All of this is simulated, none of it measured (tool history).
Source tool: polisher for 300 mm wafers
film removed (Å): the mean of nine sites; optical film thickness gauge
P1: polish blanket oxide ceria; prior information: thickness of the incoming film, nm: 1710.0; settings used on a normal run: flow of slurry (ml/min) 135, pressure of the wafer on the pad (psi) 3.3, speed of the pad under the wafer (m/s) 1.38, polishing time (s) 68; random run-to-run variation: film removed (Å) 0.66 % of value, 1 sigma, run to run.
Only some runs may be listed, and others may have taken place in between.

run	day	flow of slurry (ml/min)	pressure of the wafer on the pad (psi)	speed of the pad under the wafer (m/s)	polishing time (s)	wafers polished on this pad	hours since the slurry nozzle was cleaned	hours since the head pressure was calibrated	film removed (Å)
1	0.446	135	3.3	1.38	68	336	313.6	236.1	4144.6
2	1.162	200	3.3	1.38	35	605	330.8	253.3	2254.8
3	1.683	135	3.3	1.38	31	800	343.3	265.8	1887.1
4	2.275	135	3.3	1.38	68	1021	357.5	280.0	4116.2
5	2.650	135	3.3	1.38	68	1162	366.5	289.0	4078.9
6	3.362	135	3.3	1.38	68	1429	383.6	306.1	4087.5
7	4.021	135	3.3	1.38	68	1675	399.4	321.9	4136.3
8	4.725	135	3.3	0.72	68	1939	416.3	338.8	2132.7
9	5.046	205	3.3	1.38	68	2059	424.0	346.5	4360.2
10	5.454	135	1.5	1.38	68	2212	433.8	356.3	1879.4
11	5.804	135	2.3	1.38	41	2343	442.2	364.7	1720.1
12	6.442	135	3.3	1.38	68	2582	457.5	380.0	4060.3
13	7.142	135	3.3	1.38	100	2844	474.3	396.8	6102.7
14	7.854	135	5.1	1.38	68	3111	491.4	413.9	6419.0
15	8.500	100	3.3	1.38	68	3353	506.9	429.4	3823.3

Forecast run 16:
16	9.200	175	4.2	1.38	68	3615	523.7	446.2	?

Logged for run 16: film removed (Å) 5497.4.

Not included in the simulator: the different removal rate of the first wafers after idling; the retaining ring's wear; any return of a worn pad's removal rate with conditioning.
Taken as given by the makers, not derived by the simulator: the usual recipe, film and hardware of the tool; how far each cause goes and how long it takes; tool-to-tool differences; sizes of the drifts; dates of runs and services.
